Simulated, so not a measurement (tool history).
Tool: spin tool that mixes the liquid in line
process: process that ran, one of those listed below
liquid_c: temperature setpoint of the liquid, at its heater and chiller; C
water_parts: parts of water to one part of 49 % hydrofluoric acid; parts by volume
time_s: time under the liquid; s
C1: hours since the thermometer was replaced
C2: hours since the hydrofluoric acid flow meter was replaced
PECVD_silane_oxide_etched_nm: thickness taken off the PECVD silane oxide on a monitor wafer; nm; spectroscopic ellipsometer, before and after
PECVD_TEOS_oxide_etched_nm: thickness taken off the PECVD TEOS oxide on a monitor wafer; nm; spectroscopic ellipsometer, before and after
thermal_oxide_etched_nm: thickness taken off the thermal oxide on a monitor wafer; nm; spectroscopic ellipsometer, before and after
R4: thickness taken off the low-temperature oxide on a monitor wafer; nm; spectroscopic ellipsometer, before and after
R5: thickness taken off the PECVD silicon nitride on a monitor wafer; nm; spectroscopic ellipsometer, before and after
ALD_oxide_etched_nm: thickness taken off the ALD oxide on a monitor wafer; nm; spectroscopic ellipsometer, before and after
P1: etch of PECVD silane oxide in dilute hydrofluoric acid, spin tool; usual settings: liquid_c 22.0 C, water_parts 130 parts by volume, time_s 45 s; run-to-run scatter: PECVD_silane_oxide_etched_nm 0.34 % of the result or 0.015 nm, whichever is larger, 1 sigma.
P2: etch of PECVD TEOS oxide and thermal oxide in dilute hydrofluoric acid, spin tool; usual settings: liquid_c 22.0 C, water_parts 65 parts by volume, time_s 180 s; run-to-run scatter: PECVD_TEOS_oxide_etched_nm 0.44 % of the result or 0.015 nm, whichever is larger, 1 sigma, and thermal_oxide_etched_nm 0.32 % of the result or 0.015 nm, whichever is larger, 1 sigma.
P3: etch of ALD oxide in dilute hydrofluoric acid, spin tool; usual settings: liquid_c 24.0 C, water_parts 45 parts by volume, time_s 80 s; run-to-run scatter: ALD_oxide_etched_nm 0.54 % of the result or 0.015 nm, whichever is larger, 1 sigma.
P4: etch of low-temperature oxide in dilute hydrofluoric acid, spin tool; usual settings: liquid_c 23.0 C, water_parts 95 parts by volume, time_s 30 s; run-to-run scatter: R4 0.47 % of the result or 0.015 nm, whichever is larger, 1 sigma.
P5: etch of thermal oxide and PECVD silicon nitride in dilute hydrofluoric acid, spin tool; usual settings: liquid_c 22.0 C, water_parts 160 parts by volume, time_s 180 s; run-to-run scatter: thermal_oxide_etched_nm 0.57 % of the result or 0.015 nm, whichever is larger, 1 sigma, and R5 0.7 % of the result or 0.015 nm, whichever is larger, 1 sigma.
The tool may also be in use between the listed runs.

run 1 hour=9.4 | process=P1 liquid_c=22.0 water_parts=130 time_s=45 | C1=298.5 C2=187.0 | PECVD_silane_oxide_etched_nm=8.3804
run 2 hour=19.1 | process=P1 liquid_c=22.0 water_parts=230 time_s=20 | C1=308.2 C2=196.7 | PECVD_silane_oxide_etched_nm=1.8992
run 3 hour=28.7 | process=P2 liquid_c=30.0 water_parts=65 time_s=180 | C1=317.8 C2=206.3 | PECVD_TEOS_oxide_etched_nm=52.729 thermal_oxide_etched_nm=17.0860
run 4 hour=39.0 | process=P4 liquid_c=23.0 water_parts=95 time_s=30 | C1=328.1 C2=216.6 | R4=9.2044
run 5 hour=48.3 | process=P1 liquid_c=28.0 water_parts=130 time_s=45 | C1=337.4 C2=225.9 | PECVD_silane_oxide_etched_nm=10.6110
run 6 hour=57.5 | process=P1 liquid_c=22.0 water_parts=130 time_s=45 | C1=346.6 C2=235.1 | PECVD_silane_oxide_etched_nm=8.4214
run 7 hour=66.0 | process=P1 liquid_c=22.0 water_parts=180 time_s=45 | C1=355.1 C2=243.6 | PECVD_silane_oxide_etched_nm=5.7451
run 8 hour=75.6 | process=P5 liquid_c=17.0 water_parts=160 time_s=180 | C1=364.7 C2=253.2 | thermal_oxide_etched_nm=3.7998 R5=2.6846
run 9 hour=81.4 | process=P1 liquid_c=22.0 water_parts=130 time_s=45 | C1=370.5 C2=259.0 | PECVD_silane_oxide_etched_nm=8.4331
run 10 hour=91.0 | process=P3 liquid_c=24.0 water_parts=20 time_s=80 | C1=380.1 C2=268.6 | ALD_oxide_etched_nm=47.302
run 11 hour=97.5 | process=P1 liquid_c=22.0 water_parts=75 time_s=45 | C1=386.6 C2=275.1 | PECVD_silane_oxide_etched_nm=15.5640
run 12 hour=105.7 | process=P1 liquid_c=22.0 water_parts=130 time_s=45 | C1=394.8 C2=283.3 | PECVD_silane_oxide_etched_nm=8.4452
run 13 hour=113.4 | process=P5 liquid_c=22.0 water_parts=160 time_s=360 | C1=402.5 C2=291.0 | thermal_oxide_etched_nm=9.1933 R5=7.6016
run 14 hour=122.4 | process=P2 liquid_c=22.0 water_parts=40 time_s=180 | C1=411.5 C2=300.0 | PECVD_TEOS_oxide_etched_nm=63.835 thermal_oxide_etched_nm=20.8980
run 15 hour=132.1 | process=P1 liquid_c=17.0 water_parts=130 time_s=45 | C1=421.2 C2=309.7 | PECVD_silane_oxide_etched_nm=6.8853
run 16 hour=137.6 | process=P4 liquid_c=18.5 water_parts=95 time_s=30 | C1=426.7 C2=315.2 | R4=7.6813
run 17 hour=142.7 | process=P1 liquid_c=22.0 water_parts=130 time_s=45 | C1=431.8 C2=320.3 | PECVD_silane_oxide_etched_nm=8.4006
run 18 hour=152.9 | process=P4 liquid_c=23.0 water_parts=95 time_s=30 | C1=442.0 C2=330.5 | R4=9.1813
run 19 hour=159.4 | process=P5 liquid_c=22.0 water_parts=160 time_s=180 | C1=448.5 C2=337.0 | thermal_oxide_etched_nm=4.5842 R5=3.8204
run 20 hour=169.5 | process=P1 liquid_c=22.0 water_parts=130 time_s=15 | C1=458.6 C2=347.1 | PECVD_silane_oxide_etched_nm=2.8019
run 21 hour=179.4 | process=P5 liquid_c=22.0 water_parts=35 time_s=180 | C1=468.5 C2=357.0 | thermal_oxide_etched_nm=24.1910 R5=16.7390
run 22 hour=189.3 | process=P3 liquid_c=24.0 water_parts=45 time_s=45 | C1=478.4 C2=366.9 | ALD_oxide_etched_nm=11.338
run 23 hour=194.0 | process=P1 liquid_c=22.0 water_parts=130 time_s=45 | C1=483.1 C2=371.6 | PECVD_silane_oxide_etched_nm=8.4649
run 24 hour=204.6 | process=P4 liquid_c=23.0 water_parts=35 time_s=30 | C1=493.7 C2=382.2 | R4=26.9940
run 25 hour=212.8 | process=P2 liquid_c=22.0 water_parts=65 time_s=180 | C1=501.9 C2=390.4 | PECVD_TEOS_oxide_etched_nm=38.243 thermal_oxide_etched_nm=12.4010
run 26 hour=223.0 | process=P4 liquid_c=23.0 water_parts=95 time_s=65 | C1=512.1 C2=400.6 | R4=19.9740
run 27 hour=231.0 | process=P1 liquid_c=22.0 water_parts=130 time_s=65 | C1=520.1 C2=408.6 | PECVD_silane_oxide_etched_nm=12.1750
run 28 hour=240.4 | process=P2 liquid_c=22.0 water_parts=65 time_s=290 | C1=529.5 C2=418.0 | PECVD_TEOS_oxide_etched_nm=61.522 thermal_oxide_etched_nm=19.9790
run 29 hour=247.0 | process=P3 liquid_c=24.0 water_parts=45 time_s=80 | C1=536.1 C2=424.6 | ALD_oxide_etched_nm=20.370
run 30 hour=252.6 | process=P2 liquid_c=22.0 water_parts=65 time_s=180 | C1=541.7 C2=430.2 | PECVD_TEOS_oxide_etched_nm=38.149 thermal_oxide_etched_nm=12.3470
run 31 hour=258.5 | process=P3 liquid_c=32.0 water_parts=45 time_s=80 | C1=547.6 C2=436.1 | ALD_oxide_etched_nm=27.897
run 32 hour=269.2 | process=P1 liquid_c=22.0 water_parts=130 time_s=45 | C1=558.3 C2=446.8 | PECVD_silane_oxide_etched_nm=8.4096
run 33 hour=278.8 | process=P1 liquid_c=22.0 water_parts=130 time_s=45 | C1=567.9 C2=456.4 | PECVD_silane_oxide_etched_nm=8.8578
run 34 hour=287.5 | process=P1 liquid_c=22.0 water_parts=130 time_s=45 | C1=576.6 C2=465.1 | PECVD_silane_oxide_etched_nm=8.9698
run 35 hour=294.6 | process=P1 liquid_c=22.0 water_parts=130 time_s=45 | C1=583.7 C2=472.2 | PECVD_silane_oxide_etched_nm=9.1046
run 36 hour=302.5 | process=P1 liquid_c=22.0 water_parts=130 time_s=45 | C1=591.6 C2=480.1 | PECVD_silane_oxide_etched_nm=9.2269
run 37 hour=312.2 | process=P1 liquid_c=22.0 water_parts=130 time_s=45 | C1=601.3 C2=489.8 | PECVD_silane_oxide_etched_nm=9.2147
run 38 hour=322.3 | process=P1 liquid_c=22.0 water_parts=130 time_s=45 | C1=611.4 C2=499.9 | PECVD_silane_oxide_etched_nm=9.2090
run 39 hour=328.8 | process=P1 liquid_c=22.0 water_parts=130 time_s=45 | C1=617.9 C2=506.4 | PECVD_silane_oxide_etched_nm=9.2432

What P1 gives has crept away from where it was. These 2 causes fit the log equally well, each at the size given:
A: hydrofluoric acid flow above the setpoint (%) = 8.54
B: liquid hotter than its thermometer reads (K) = 2.4
The creep began at about hour 269.2.

4 check runs are offered, one wafer each, their results left as question marks. Which one tells the causes apart?
run check 1 hour=335.3 | process=P5 liquid_c=22.0 water_parts=45 time_s=340 | thermal_oxide_etched_nm=? R5=?
run check 2 hour=335.3 | process=P2 liquid_c=29.5 water_parts=65 time_s=180 | PECVD_TEOS_oxide_etched_nm=? thermal_oxide_etched_nm=?
run check 3 hour=335.3 | process=P3 liquid_c=31.0 water_parts=35 time_s=80 | ALD_oxide_etched_nm=?
run check 4 hour=335.3 | process=P4 liquid_c=19.0 water_parts=95 time_s=60 | R4=?

What each check would give under each cause:
check=check_1 result=thermal_oxide_etched_nm if_A=38.2720 if_B=38.7860
check=check_1 result=R5 if_A=26.8520 if_B=29.1900
check=check_2 result=PECVD_TEOS_oxide_etched_nm if_A=56.412 if_B=56.572
check=check_2 result=thermal_oxide_etched_nm if_A=18.2960 if_B=18.3480
check=check_3 result=ALD_oxide_etched_nm if_A=38.136 if_B=38.431
check=check_4 result=R4 if_A=17.2230 if_B=17.3710
How far apart the two closest causes lie, in the result that separates them most: check 1 8.35 %; check 2 0.28 %; check 3 0.77 %; check 4 0.86 %
Only check 1 tells the causes apart: in the others they would give nearly the same result.

Check 1 was then run and gave: thermal_oxide_etched_nm 38.8890 nm; R5 29.1020 nm. Which cause is it?

It is B: liquid hotter than its thermometer reads (K).

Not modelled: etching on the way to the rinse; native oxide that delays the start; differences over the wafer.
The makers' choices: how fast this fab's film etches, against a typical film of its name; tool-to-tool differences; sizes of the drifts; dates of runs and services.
